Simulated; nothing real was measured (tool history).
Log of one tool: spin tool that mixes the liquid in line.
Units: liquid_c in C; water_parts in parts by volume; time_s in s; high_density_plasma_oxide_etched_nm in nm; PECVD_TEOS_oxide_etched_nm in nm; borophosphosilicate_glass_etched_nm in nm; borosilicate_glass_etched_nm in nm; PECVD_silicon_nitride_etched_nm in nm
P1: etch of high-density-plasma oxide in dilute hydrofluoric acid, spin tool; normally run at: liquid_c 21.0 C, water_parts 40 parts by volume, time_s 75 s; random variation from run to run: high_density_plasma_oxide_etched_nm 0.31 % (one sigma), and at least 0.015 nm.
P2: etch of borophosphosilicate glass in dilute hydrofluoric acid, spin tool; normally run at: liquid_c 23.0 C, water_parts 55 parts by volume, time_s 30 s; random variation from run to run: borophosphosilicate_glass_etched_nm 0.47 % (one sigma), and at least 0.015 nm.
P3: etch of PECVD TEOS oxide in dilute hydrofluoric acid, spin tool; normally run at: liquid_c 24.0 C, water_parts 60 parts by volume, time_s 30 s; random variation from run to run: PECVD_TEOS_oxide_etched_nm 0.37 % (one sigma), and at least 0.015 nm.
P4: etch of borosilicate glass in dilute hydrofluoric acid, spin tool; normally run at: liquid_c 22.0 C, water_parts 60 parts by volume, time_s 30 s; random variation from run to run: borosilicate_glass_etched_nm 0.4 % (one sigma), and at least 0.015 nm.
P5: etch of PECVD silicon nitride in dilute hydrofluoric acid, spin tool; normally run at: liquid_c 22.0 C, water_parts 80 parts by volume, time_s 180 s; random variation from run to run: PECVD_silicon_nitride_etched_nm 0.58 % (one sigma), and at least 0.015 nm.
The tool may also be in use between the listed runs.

run     day  process  liquid_c  water_parts  time_s  hours since the thermometer was replaced  hours since the hydrofluoric acid flow meter was replaced  high_density_plasma_oxide_etched_nm  PECVD_TEOS_oxide_etched_nm  borophosphosilicate_glass_etched_nm  borosilicate_glass_etched_nm  PECVD_silicon_nitride_etched_nm
  1   0.292       P1      21.0           40      75                                    1064.7                                                     1232.5                              11.0940
  2   0.654       P3      20.0           60      30                                    1073.4                                                     1241.2                                                          12.1150
  3   1.075       P2      23.0           55      30                                    1083.5                                                     1251.3                                                                                                22.260
  4   1.404       P1      25.0           40      75                                    1091.4                                                     1259.2                              13.1390
  5   1.942       P3      24.0           60      30                                    1104.3                                                     1272.1                                                          14.2950
  6   2.317       P1      21.0           40      75                                    1113.3                                                     1281.1                              11.1610
  7   2.762       P2      18.0           55      30                                    1124.0                                                     1291.8                                                                                                17.979
  8   3.088       P4      22.0           60      30                                    1131.8                                                     1299.6                                                                                                                              22.782
  9   3.446       P1      21.0           40      15                                    1140.4                                                     1308.2                               2.2310
 10   3.742       P3      24.0           20      30                                    1147.5                                                     1315.3                                                          45.2350
 11   3.996       P1      21.0           40      75                                    1153.6                                                     1321.4                              11.1300
 12   4.417       P4      17.5           60      30                                    1163.7                                                     1331.5                                                                                                                              18.895
 13   4.904       P2      23.0           55      15                                    1175.4                                                     1343.2                                                                                                11.071
 14   5.279       P1      21.0           20      75                                    1184.4                                                     1352.2                              22.7870
 15   5.604       P1      21.0           40      75                                    1192.2                                                     1360.0                              11.2160
 16   6.083       P2      23.0          105      30                                    1203.7                                                     1371.5                                                                                                10.975
 17   6.467       P4      22.0           60      15                                    1212.9                                                     1380.7                                                                                                                              11.275
 18   6.733       P5      22.0           80     275                                    1219.3                                                     1387.1                                                                                                                                                               6.5088
 19   7.262       P3      24.0           60      15                                    1232.0                                                     1399.8                                                           7.1135
 20   7.796       P1      21.0           40      75                                    1244.8                                                     1412.6                              11.1240
 21   8.342       P1      21.0           40     130                                    1257.9                                                     1425.7                              19.2890
 22   8.871       P1      26.0           20      75                                    1270.6                                                     1438.4                              28.2260
 23   9.171       P1      21.0           40      75                                    1277.8                                                     1445.6                              11.1080
 24   9.621       P1      17.0           40      75                                    1288.6                                                     1456.4                               9.3646
 25  10.200       P5      29.5           80     180                                    1302.5                                                     1470.3                                                                                                                                                               6.9287
 26  10.562       P5      22.0           80     180                                    1311.2                                                     1479.0                                                                                                                                                               4.1708
 27  10.979       P5      22.0          110     180                                    1321.2                                                     1489.0                                                                                                                                                               3.0716
 28  11.550       P1      21.0           60      75                                    1334.9                                                     1502.7                               7.2448
 29  11.996       P4      22.0           85      30                                    1345.6                                                     1513.4                                                                                                                              15.457
 30  12.454       P2      23.0           55      30                                    1356.6                                                     1524.4                                                                                                22.045
 31  12.896       P1      21.0           40      75                                    1367.2                                                     1535.0                              11.0650
 32  13.162       P1      21.0           40      75                                    1373.6                                                     1541.4                              11.2920
 33  13.508       P1      21.0           40      75                                    1381.9                                                     1549.7                              11.4500
 34  13.992       P1      21.0           40      75                                    1393.5                                                     1561.3                              11.6530
 35  14.254       P1      21.0           40      75                                    1399.8                                                     1567.6                              11.6930
 36  14.592       P1      21.0           40      75                                    1407.9                                                     1575.7                              11.7250
 37  15.067       P1      21.0           40      75                                    1419.3                                                     1587.1                              11.7890
 38  15.462       P1      21.0           40      75                                    1428.8                                                     1596.6                              11.8770
 39  16.021       P1      21.0           40      75                                    1442.2                                                     1610.0                              11.8810
 40  16.358       P1      21.0           40      75                                    1450.3                                                     1618.1                              11.7730

What P1 gives has crept away from where it was. These 2 causes fit the log equally well, each at the size given:
A: hydrofluoric acid flow above the setpoint (%) = 5.89
B: liquid hotter than its thermometer reads (K) = 1.42
The creep began at about day 12.896.

4 check runs are offered, each on 2 wafers whose results are averaged, their results left as question marks. Which one tells the causes apart?
check 1  16.696       P2      23.0           55      30                                                                                                                                                                                                          ?
check 2  16.696       P3      24.0           60      30                                                                                                                                                                     ?
check 3  16.696       P4      22.0           60      30                                                                                                                                                                                                                                        ?
check 4  16.696       P5      22.0           80     180                                                                                                                                                                                                                                                                         ?

What each check would give under each cause:
  check                               result     if A     if B
check 1  borophosphosilicate_glass_etched_nm   23.642   23.575
check 2           PECVD_TEOS_oxide_etched_nm  15.1850  15.1240
check 3         borosilicate_glass_etched_nm   24.079   24.011
check 4      PECVD_silicon_nitride_etched_nm   4.4699   4.6490
How far apart the two closest causes lie, in the result that separates them most: check 1 0.28 %; check 2 0.4 %; check 3 0.29 %; check 4 3.93 %
Check 4 tells the causes apart: in the others they would give nearly the same result.

Check 4 was then run and gave: PECVD_silicon_nitride_etched_nm 4.4673 nm. Which cause is it?

It is A: hydrofluoric acid flow above the setpoint (%).
